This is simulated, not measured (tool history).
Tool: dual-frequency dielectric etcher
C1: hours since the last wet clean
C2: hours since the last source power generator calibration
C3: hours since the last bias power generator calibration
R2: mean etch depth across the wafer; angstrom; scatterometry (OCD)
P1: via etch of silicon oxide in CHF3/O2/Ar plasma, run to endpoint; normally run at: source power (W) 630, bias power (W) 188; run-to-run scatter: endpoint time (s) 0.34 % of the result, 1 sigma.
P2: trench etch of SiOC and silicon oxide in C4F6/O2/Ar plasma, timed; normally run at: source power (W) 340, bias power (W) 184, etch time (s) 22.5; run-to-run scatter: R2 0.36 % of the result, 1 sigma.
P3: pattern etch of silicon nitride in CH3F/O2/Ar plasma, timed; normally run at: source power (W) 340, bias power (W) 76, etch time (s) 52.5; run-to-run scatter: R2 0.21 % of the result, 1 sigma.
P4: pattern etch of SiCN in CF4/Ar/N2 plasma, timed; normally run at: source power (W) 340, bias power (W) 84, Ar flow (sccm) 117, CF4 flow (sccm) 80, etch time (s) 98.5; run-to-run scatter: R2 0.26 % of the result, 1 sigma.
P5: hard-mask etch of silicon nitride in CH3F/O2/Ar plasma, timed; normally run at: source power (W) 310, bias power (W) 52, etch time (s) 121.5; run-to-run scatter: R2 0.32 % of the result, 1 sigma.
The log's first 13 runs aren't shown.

Run 14, hour 85.4: process that ran P4, source power (W) 340, bias power (W) 84, etch time (s) 98.5, Ar flow (sccm) 117, CF4 flow (sccm) 98; C1 147.1; C2 1598.6; C3 676.9. Result: R2 709.32 angstrom.
Run 15, hour 91.2: process that ran P4, source power (W) 340, bias power (W) 84, etch time (s) 130.5, Ar flow (sccm) 117, CF4 flow (sccm) 80; C1 152.9; C2 1604.4; C3 682.7. Result: R2 914.45 angstrom.
Run 16, hour 95.5: process that ran P1, source power (W) 760, bias power (W) 188; C1 157.2; C2 1608.7; C3 687. Result: endpoint time (s) 315.69.
Run 17, hour 99: process that ran P1, source power (W) 630, bias power (W) 124; C1 160.7; C2 1612.2; C3 690.5. Result: endpoint time (s) 388.45.
Run 18, hour 102.7: process that ran P2, source power (W) 250, bias power (W) 184, etch time (s) 22.5; C1 164.4; C2 1615.9; C3 694.2. Result: R2 377.94 angstrom.
Run 19, hour 107.4: process that ran P5, source power (W) 310, bias power (W) 52, etch time (s) 121.5; C1 169.1; C2 1620.6; C3 698.9. Result: R2 680.4 angstrom.
Run 20, hour 114: process that ran P2, source power (W) 340, bias power (W) 184, etch time (s) 34; C1 175.7; C2 1627.2; C3 705.5. Result: R2 644.54 angstrom.
Run 21, hour 120.3: process that ran P4, source power (W) 340, bias power (W) 84, etch time (s) 98.5, Ar flow (sccm) 76, CF4 flow (sccm) 80; C1 182; C2 1633.5; C3 711.8. Result: R2 729.92 angstrom.
Run 22, hour 127: process that ran P3, source power (W) 340, bias power (W) 76, etch time (s) 52.5; C1 188.7; C2 1640.2; C3 718.5. Result: R2 359.84 angstrom.
Run 23, hour 132.5: process that ran P1, source power (W) 410, bias power (W) 222; C1 194.2; C2 1645.7; C3 724. Result: endpoint time (s) 377.14.

Forecast run 24:
Run 24, hour 137.8: process that ran P4, source power (W) 340, bias power (W) 84, etch time (s) 98.5, Ar flow (sccm) 117, CF4 flow (sccm) 80; C1 199.5; C2 1651; C3 729.3. Result: R2 ?.

R2: 691.63 angstrom

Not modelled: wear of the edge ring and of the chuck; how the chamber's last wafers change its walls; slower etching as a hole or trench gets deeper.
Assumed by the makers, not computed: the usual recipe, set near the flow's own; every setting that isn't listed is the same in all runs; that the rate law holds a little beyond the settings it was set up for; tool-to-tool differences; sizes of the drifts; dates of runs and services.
